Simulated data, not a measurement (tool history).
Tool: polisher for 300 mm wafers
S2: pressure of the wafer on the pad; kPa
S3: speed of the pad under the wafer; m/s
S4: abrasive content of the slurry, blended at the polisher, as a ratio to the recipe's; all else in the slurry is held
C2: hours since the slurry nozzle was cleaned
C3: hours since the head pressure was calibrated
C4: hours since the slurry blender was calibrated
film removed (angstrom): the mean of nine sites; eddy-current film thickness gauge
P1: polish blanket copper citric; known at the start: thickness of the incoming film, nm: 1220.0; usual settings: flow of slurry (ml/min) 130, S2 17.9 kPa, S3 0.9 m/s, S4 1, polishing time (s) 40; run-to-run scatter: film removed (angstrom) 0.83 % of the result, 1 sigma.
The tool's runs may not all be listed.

run 1 day=0.25 | flow_of_slurry_(ml/min)=130 S2=17.9 S3=0.9 S4=1 polishing_time_(s)=40 | wafers_polished_on_this_pad=558 C2=54.3 C3=905.7 C4=99.9 | film_removed_(angstrom)=672.1
run 2 day=0.721 | flow_of_slurry_(ml/min)=130 S2=17.9 S3=0.9 S4=1 polishing_time_(s)=40 | wafers_polished_on_this_pad=655 C2=65.6 C3=917 C4=111.2 | film_removed_(angstrom)=670.85
run 3 day=1.204 | flow_of_slurry_(ml/min)=130 S2=22.8 S3=0.9 S4=1 polishing_time_(s)=40 | wafers_polished_on_this_pad=756 C2=77.2 C3=928.6 C4=122.8 | film_removed_(angstrom)=843.12
run 4 day=1.517 | flow_of_slurry_(ml/min)=130 S2=17.9 S3=0.9 S4=1 polishing_time_(s)=40 | wafers_polished_on_this_pad=820 C2=84.7 C3=936.1 C4=130.3 | film_removed_(angstrom)=671.37
run 5 day=1.858 | flow_of_slurry_(ml/min)=130 S2=17.9 S3=0.9 S4=1 polishing_time_(s)=40 | wafers_polished_on_this_pad=891 C2=92.9 C3=944.3 C4=138.5 | film_removed_(angstrom)=662.9
run 6 day=2.138 | flow_of_slurry_(ml/min)=130 S2=17.9 S3=1.24 S4=1 polishing_time_(s)=40 | wafers_polished_on_this_pad=949 C2=99.6 C3=951 C4=145.2 | film_removed_(angstrom)=912.43
run 7 day=2.492 | flow_of_slurry_(ml/min)=130 S2=17.9 S3=0.9 S4=1 polishing_time_(s)=40 | wafers_polished_on_this_pad=1023 C2=108.1 C3=959.5 C4=153.7 | film_removed_(angstrom)=680.4
run 8 day=2.708 | flow_of_slurry_(ml/min)=130 S2=17.9 S3=0.9 S4=1 polishing_time_(s)=40 | wafers_polished_on_this_pad=1067 C2=113.3 C3=964.7 C4=158.9 | film_removed_(angstrom)=660.2
run 9 day=3.108 | flow_of_slurry_(ml/min)=130 S2=17.9 S3=0.9 S4=1 polishing_time_(s)=54 | wafers_polished_on_this_pad=1150 C2=122.9 C3=974.3 C4=168.5 | film_removed_(angstrom)=905.3
run 10 day=3.346 | flow_of_slurry_(ml/min)=80 S2=17.9 S3=0.9 S4=1 polishing_time_(s)=40 | wafers_polished_on_this_pad=1200 C2=128.6 C3=980 C4=174.2 | film_removed_(angstrom)=587.8
run 11 day=3.658 | flow_of_slurry_(ml/min)=130 S2=17.9 S3=0.4 S4=1 polishing_time_(s)=40 | wafers_polished_on_this_pad=1264 C2=136.1 C3=987.5 C4=181.7 | film_removed_(angstrom)=309.53
run 12 day=3.938 | flow_of_slurry_(ml/min)=130 S2=17.9 S3=0.9 S4=1 polishing_time_(s)=27 | wafers_polished_on_this_pad=1322 C2=142.8 C3=994.2 C4=188.4 | film_removed_(angstrom)=452.57
run 13 day=4.371 | flow_of_slurry_(ml/min)=130 S2=17.9 S3=0.9 S4=0.7 polishing_time_(s)=26 | wafers_polished_on_this_pad=1412 C2=153.2 C3=1004.6 C4=198.8 | film_removed_(angstrom)=404.55
run 14 day=4.738 | flow_of_slurry_(ml/min)=130 S2=17.9 S3=0.9 S4=0.5 polishing_time_(s)=40 | wafers_polished_on_this_pad=1488 C2=162 C3=1013.4 C4=207.6 | film_removed_(angstrom)=579.41
run 15 day=5.188 | flow_of_slurry_(ml/min)=130 S2=8.3 S3=0.9 S4=1 polishing_time_(s)=40 | wafers_polished_on_this_pad=1581 C2=172.8 C3=1024.2 C4=218.4 | film_removed_(angstrom)=318.87

The next listed run, before its measurement:
run 16 day=5.517 | flow_of_slurry_(ml/min)=190 S2=17.9 S3=0.9 S4=1 polishing_time_(s)=40 | wafers_polished_on_this_pad=1649 C2=180.7 C3=1032.1 C4=226.3 | film_removed_(angstrom)=?

Run 16 gave film removed (angstrom) 713.82.
